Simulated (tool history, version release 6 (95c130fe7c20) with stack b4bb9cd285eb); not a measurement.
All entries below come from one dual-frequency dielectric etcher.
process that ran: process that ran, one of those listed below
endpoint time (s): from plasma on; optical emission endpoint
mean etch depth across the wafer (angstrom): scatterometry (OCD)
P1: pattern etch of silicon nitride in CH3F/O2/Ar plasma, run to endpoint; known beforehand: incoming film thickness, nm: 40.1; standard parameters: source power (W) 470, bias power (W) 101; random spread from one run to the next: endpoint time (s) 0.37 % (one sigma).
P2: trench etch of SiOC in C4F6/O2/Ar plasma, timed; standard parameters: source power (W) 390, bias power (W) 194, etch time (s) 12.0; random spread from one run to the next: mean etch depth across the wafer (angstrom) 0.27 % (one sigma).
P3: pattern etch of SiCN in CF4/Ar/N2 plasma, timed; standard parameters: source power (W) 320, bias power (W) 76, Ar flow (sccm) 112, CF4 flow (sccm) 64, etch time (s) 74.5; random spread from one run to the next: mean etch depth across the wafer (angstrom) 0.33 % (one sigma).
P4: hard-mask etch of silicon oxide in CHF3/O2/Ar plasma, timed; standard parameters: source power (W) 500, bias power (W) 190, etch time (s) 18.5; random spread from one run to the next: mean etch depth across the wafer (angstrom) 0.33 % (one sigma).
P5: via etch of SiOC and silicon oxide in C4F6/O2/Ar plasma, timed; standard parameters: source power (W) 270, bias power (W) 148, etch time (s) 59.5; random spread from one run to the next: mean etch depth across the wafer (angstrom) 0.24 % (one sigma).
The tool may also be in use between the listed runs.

| run | hour | process that ran | source power (W) | bias power (W) | etch time (s) | Ar flow (sccm) | CF4 flow (sccm) | hours since the last wet clean | hours since the last source power generator calibration | hours since the last bias power generator calibration | endpoint time (s) | mean etch depth across the wafer (angstrom) |
|---|---|---|---|---|---|---|---|---|---|---|---|---|
| 1 | 9.6 | P1 | 470 | 101 |  |  |  | 165.4 | 1113.7 | 182.2 | 47.929 |  |
| 2 | 15.3 | P2 | 510 | 194 | 12.0 |  |  | 171.1 | 1119.4 | 187.9 |  | 281.62 |
| 3 | 24.4 | P5 | 270 | 148 | 59.5 |  |  | 180.2 | 1128.5 | 197.0 |  | 541.10 |
| 4 | 35.2 | P1 | 470 | 101 |  |  |  | 191.0 | 1139.3 | 207.8 | 47.534 |  |
| 5 | 43.9 | P2 | 390 | 147 | 12.0 |  |  | 199.7 | 1148.0 | 216.5 |  | 232.34 |
| 6 | 50.3 | P5 | 270 | 148 | 44.5 |  |  | 206.1 | 1154.4 | 222.9 |  | 404.54 |
| 7 | 59.9 | P4 | 500 | 190 | 18.5 |  |  | 215.7 | 1164.0 | 232.5 |  | 343.64 |
| 8 | 66.1 | P1 | 360 | 101 |  |  |  | 221.9 | 1170.2 | 238.7 | 52.614 |  |
| 9 | 77.2 | P1 | 470 | 101 |  |  |  | 233.0 | 1181.3 | 249.8 | 47.611 |  |
| 10 | 88.2 | P5 | 270 | 148 | 59.5 |  |  | 244.0 | 1192.3 | 260.8 |  | 540.62 |
| 11 | 93.7 | P2 | 390 | 194 | 6.5 |  |  | 249.5 | 1197.8 | 266.3 |  | 137.66 |
| 12 | 102.9 | P2 | 390 | 194 | 12.0 |  |  | 258.7 | 1207.0 | 275.5 |  | 253.53 |
| 13 | 111.5 | P3 | 320 | 76 | 74.5 | 112 | 64 | 267.3 | 1215.6 | 284.1 |  | 467.92 |
| 14 | 123.8 | P1 | 570 | 123 |  |  |  | 279.6 | 1227.9 | 296.4 | 41.352 |  |
| 15 | 129.9 | P5 | 170 | 148 | 59.5 |  |  | 285.7 | 1234.0 | 302.5 |  | 450.73 |
| 16 | 136.3 | P3 | 260 | 76 | 74.5 | 112 | 64 | 292.1 | 1240.4 | 308.9 |  | 390.12 |
| 17 | 145.9 | P1 | 470 | 101 |  |  |  | 301.7 | 1250.0 | 318.5 | 47.536 |  |
| 18 | 152.4 | P1 | 580 | 101 |  |  |  | 308.2 | 1256.5 | 325.0 | 44.052 |  |
| 19 | 160.6 | P1 | 570 | 81 |  |  |  | 316.4 | 1264.7 | 333.2 | 48.117 |  |
| 20 | 166.1 | P4 | 500 | 147 | 18.5 |  |  | 321.9 | 1270.2 | 338.7 |  | 315.95 |
| 21 | 176.0 | P4 | 500 | 190 | 18.5 |  |  | 331.8 | 1280.1 | 348.6 |  | 343.42 |
| 22 | 183.8 | P3 | 320 | 76 | 74.5 | 112 | 64 | 339.6 | 1287.9 | 356.4 |  | 466.93 |
| 23 | 193.8 | P4 | 300 | 190 | 18.5 |  |  | 349.6 | 1297.9 | 366.4 |  | 284.61 |
| 24 | 203.4 | P3 | 320 | 76 | 74.5 | 112 | 86 | 359.2 | 1307.5 | 376.0 |  | 484.53 |
| 25 | 212.5 | P5 | 270 | 106 | 59.5 |  |  | 368.3 | 1316.6 | 385.1 |  | 488.47 |
| 26 | 219.0 | P1 | 560 | 79 |  |  |  | 374.8 | 1323.1 | 391.6 | 48.584 |  |
| 27 | 230.3 | P1 | 470 | 61 |  |  |  | 386.1 | 1334.4 | 402.9 | 56.954 |  |
| 28 | 240.8 | P1 | 470 | 122 |  |  |  | 396.6 | 1344.9 | 413.4 | 44.546 |  |
| 29 | 251.0 | P3 | 320 | 53 | 74.5 | 112 | 64 | 406.8 | 1355.1 | 423.6 |  | 410.34 |
| 30 | 257.5 | P3 | 320 | 76 | 107.5 | 112 | 64 | 413.3 | 1361.6 | 430.1 |  | 673.20 |
| 31 | 268.1 | P1 | 470 | 101 |  |  |  | 423.9 | 1372.2 | 440.7 | 47.448 |  |
| 32 | 276.0 | P3 | 320 | 76 | 74.5 | 82 | 64 | 431.8 | 1380.1 | 448.6 |  | 491.19 |
| 33 | 285.1 | P4 | 500 | 190 | 10.0 |  |  | 440.9 | 1389.2 | 457.7 |  | 186.15 |
| 34 | 295.4 | P1 | 470 | 101 |  |  |  | 451.2 | 1399.5 | 468.0 | 47.750 |  |
| 35 | 304.3 | P1 | 470 | 101 |  |  |  | 460.1 | 1408.4 | 476.9 | 47.906 |  |
| 36 | 314.7 | P1 | 470 | 101 |  |  |  | 470.5 | 1418.8 | 487.3 | 48.145 |  |
| 37 | 323.6 | P1 | 470 | 101 |  |  |  | 479.4 | 1427.7 | 496.2 | 48.219 |  |
| 38 | 330.1 | P1 | 470 | 101 |  |  |  | 485.9 | 1434.2 | 502.7 | 48.563 |  |
|  | 337.3 | wet clean of the chamber |
| 39 | 341.9 | P1 | 470 | 101 |  |  |  | 4.6 | 1446.0 | 514.5 | 48.681 |  |
| 40 | 352.5 | P1 | 470 | 101 |  |  |  | 15.2 | 1456.6 | 525.1 | 48.760 |  |

The log shows P1 creeping away from where it was. Any of the 2 causes listed here, at the size stated for it, fits the log just as well as the others:
A: bias power that arrives under what is set, % = 4.94
B: source power that arrives under what is set, % = 4.8
The gradual shift began around hour 295.4.
Other possible causes, and why each is ruled out:
chamber walls in a state that lowers the etch rate, %: was serviced at hour 337.3, once the creep was under way, yet the earlier output never came back

4 check runs are offered, one wafer each, their results left as question marks. Which one tells the causes apart?
| check 1 | 363.1 | P3 | 320 | 76 | 74.5 | 112 | 64 |  |  |  |  | ? |
| check 2 | 363.1 | P2 | 390 | 194 | 12.0 |  |  |  |  |  |  | ? |
| check 3 | 363.1 | P4 | 500 | 190 | 18.5 |  |  |  |  |  |  | ? |
| check 4 | 363.1 | P5 | 270 | 148 | 59.5 |  |  |  |  |  |  | ? |

If the cause were each of the candidates in turn, the checks would give the following:
| check | result | if A | if B |
|---|---|---|---|
| check 1 | mean etch depth across the wafer (angstrom) | 458.34 | 447.39 |
| check 2 | mean etch depth across the wafer (angstrom) | 249.65 | 248.95 |
| check 3 | mean etch depth across the wafer (angstrom) | 337.58 | 337.13 |
| check 4 | mean etch depth across the wafer (angstrom) | 531.73 | 530.09 |
Separation of the two closest causes in each check, using whichever result separates them best: check 1 2.42 %; check 2 0.28 %; check 3 0.13 %; check 4 0.31 %
The other checks would show nearly matching results whichever cause is true, so check 1 is the only one that separates the causes.

Check 1 has now been run. It gave: mean etch depth across the wafer (angstrom) 448.15. Which of the candidate causes is it?

It was cause B: source power that arrives under what is set, %.
